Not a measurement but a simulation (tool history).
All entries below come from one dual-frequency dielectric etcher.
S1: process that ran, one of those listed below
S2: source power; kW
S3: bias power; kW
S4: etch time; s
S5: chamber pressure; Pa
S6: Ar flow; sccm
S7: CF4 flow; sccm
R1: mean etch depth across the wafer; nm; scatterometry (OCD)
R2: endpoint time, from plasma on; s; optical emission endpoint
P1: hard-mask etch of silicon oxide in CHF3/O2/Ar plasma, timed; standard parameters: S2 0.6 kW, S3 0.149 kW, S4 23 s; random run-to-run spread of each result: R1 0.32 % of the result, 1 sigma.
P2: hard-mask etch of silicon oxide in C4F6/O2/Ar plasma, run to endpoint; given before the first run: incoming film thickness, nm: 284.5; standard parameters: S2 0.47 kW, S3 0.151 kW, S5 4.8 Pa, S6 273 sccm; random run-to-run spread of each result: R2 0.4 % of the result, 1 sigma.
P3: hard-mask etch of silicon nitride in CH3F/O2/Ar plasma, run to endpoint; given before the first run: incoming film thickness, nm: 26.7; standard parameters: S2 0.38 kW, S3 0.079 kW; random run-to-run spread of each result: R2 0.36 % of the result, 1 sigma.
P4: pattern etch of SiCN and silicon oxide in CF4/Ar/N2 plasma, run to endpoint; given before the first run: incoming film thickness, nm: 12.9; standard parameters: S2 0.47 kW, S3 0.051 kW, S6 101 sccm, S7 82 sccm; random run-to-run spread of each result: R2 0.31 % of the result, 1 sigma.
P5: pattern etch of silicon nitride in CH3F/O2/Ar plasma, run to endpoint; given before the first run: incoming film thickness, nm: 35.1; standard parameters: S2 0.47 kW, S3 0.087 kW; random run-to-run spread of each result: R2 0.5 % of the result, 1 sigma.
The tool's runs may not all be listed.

run 1 hour=6.7 | S1=P1 S2=0.6 S3=0.149 S4=23 | R1=42.471
run 2 hour=13.2 | S1=P5 S2=0.47 S3=0.087 | R2=46.456
run 3 hour=19.4 | S1=P1 S2=0.6 S3=0.149 S4=32.5 | R1=60.067
run 4 hour=22.9 | S1=P2 S2=0.47 S3=0.111 S5=4.8 S6=273 | R2=99.955
run 5 hour=27.3 | S1=P1 S2=0.6 S3=0.194 S4=23 | R1=46.783
run 6 hour=32.6 | S1=P1 S2=0.6 S3=0.114 S4=18 | R1=30.727
run 7 hour=39.1 | S1=P3 S2=0.38 S3=0.099 | R2=35.732
run 8 hour=44.3 | S1=P2 S2=0.47 S3=0.151 S5=5.7 S6=273 | R2=93.428
-- hour=44.7 bias power generator calibrated
run 9 hour=48.9 | S1=P4 S2=0.47 S3=0.031 S6=101 S7=82 | R2=18.892
run 10 hour=55.1 | S1=P5 S2=0.29 S3=0.087 | R2=55.724
run 11 hour=61.4 | S1=P2 S2=0.47 S3=0.151 S5=4.8 S6=380 | R2=95.234
run 12 hour=66.5 | S1=P5 S2=0.47 S3=0.087 | R2=46.528
run 13 hour=71 | S1=P2 S2=0.47 S3=0.151 S5=4.8 S6=273 | R2=91.805
run 14 hour=78.2 | S1=P1 S2=0.44 S3=0.093 S4=23 | R1=32.537
run 15 hour=85.2 | S1=P1 S2=0.6 S3=0.109 S4=23 | R1=38.525
run 16 hour=90 | S1=P1 S2=0.81 S3=0.149 S4=23 | R1=47.868
run 17 hour=97 | S1=P1 S2=0.6 S3=0.149 S4=23 | R1=42.301
run 18 hour=103.3 | S1=P5 S2=0.47 S3=0.123 | R2=41.034
run 19 hour=109.1 | S1=P1 S2=0.6 S3=0.149 S4=23 | R1=42.686
run 20 hour=114.8 | S1=P4 S2=0.47 S3=0.051 S6=101 S7=63 | R2=17.192
run 21 hour=118.5 | S1=P1 S2=0.6 S3=0.194 S4=14 | R1=28.102
run 22 hour=125.2 | S1=P3 S2=0.48 S3=0.079 | R2=35.415
run 23 hour=131.8 | S1=P1 S2=0.42 S3=0.149 S4=23 | R1=36.894
run 24 hour=138.9 | S1=P4 S2=0.34 S3=0.051 S6=101 S7=82 | R2=22.015
run 25 hour=145.8 | S1=P3 S2=0.38 S3=0.079 | R2=38.645
run 26 hour=151.2 | S1=P1 S2=0.6 S3=0.149 S4=23 | R1=42.349
run 27 hour=157.6 | S1=P1 S2=0.6 S3=0.149 S4=23 | R1=42.615
run 28 hour=161.6 | S1=P2 S2=0.38 S3=0.151 S5=4.8 S6=273 | R2=99.581
-- hour=166.3 wet clean of the chamber
run 29 hour=168.9 | S1=P4 S2=0.47 S3=0.051 S6=136 S7=82 | R2=17.306
run 30 hour=174.3 | S1=P4 S2=0.47 S3=0.051 S6=101 S7=82 | R2=16.495
run 31 hour=179.1 | S1=P1 S2=0.6 S3=0.149 S4=12.5 | R1=23.106
run 32 hour=185.7 | S1=P1 S2=0.6 S3=0.149 S4=23 | R1=42.471
run 33 hour=190.9 | S1=P1 S2=0.6 S3=0.149 S4=23 | R1=42.468
run 34 hour=194.8 | S1=P1 S2=0.6 S3=0.149 S4=23 | R1=42.115
run 35 hour=199.8 | S1=P1 S2=0.6 S3=0.149 S4=23 | R1=42.026
run 36 hour=205.7 | S1=P1 S2=0.6 S3=0.149 S4=23 | R1=41.885
-- hour=209 wet clean of the chamber
run 37 hour=212.7 | S1=P1 S2=0.6 S3=0.149 S4=23 | R1=41.913
run 38 hour=216 | S1=P1 S2=0.6 S3=0.149 S4=23 | R1=42.003
run 39 hour=219.5 | S1=P1 S2=0.6 S3=0.149 S4=23 | R1=42.209
run 40 hour=225.8 | S1=P1 S2=0.6 S3=0.149 S4=23 | R1=42.129

The log shows P1 creeping away from where it was. Any of the 2 causes listed here, at the size stated for it, fits the log just as well as the others:
A: bias power that arrives under what is set, % = 4.86
B: source power that arrives under what is set, % = 4.06
Creep in the process output first set in at about hour 185.7.
Why every other cause is out:
chamber walls in a state that lowers the etch rate, %: serviced at hour 209, after the drift had started, without restoring the earlier output

The check runs listed below each take one wafer, and their results are still question marks. Under which run would the listed causes lead to clearly different results?
run check 1 hour=232.1 | S1=P3 S2=0.38 S3=0.079 | R2=?
run check 2 hour=232.1 | S1=P5 S2=0.47 S3=0.087 | R2=?
run check 3 hour=232.1 | S1=P4 S2=0.47 S3=0.051 S6=101 S7=82 | R2=?
run check 4 hour=232.1 | S1=P2 S2=0.47 S3=0.151 S5=4.8 S6=273 | R2=?

Predicted outcomes, by check and by cause:
check=check_1 result=R2 if_A=39.294 if_B=39.224
check=check_2 result=R2 if_A=47.114 if_B=47.025
check=check_3 result=R2 if_A=16.713 if_B=17.086
check=check_4 result=R2 if_A=92.84 if_B=92.982
Per-check spread between the two closest causes, in the result where they differ most: check 1 0.18 %; check 2 0.19 %; check 3 2.21 %; check 4 0.15 %
The other checks would show nearly matching results whichever cause is true, so check 3 is the only one that separates the causes.

Running check 3 produced the following: R2 16.75 s. Which one of the listed causes fits?

It is A: bias power that arrives under what is set, %.

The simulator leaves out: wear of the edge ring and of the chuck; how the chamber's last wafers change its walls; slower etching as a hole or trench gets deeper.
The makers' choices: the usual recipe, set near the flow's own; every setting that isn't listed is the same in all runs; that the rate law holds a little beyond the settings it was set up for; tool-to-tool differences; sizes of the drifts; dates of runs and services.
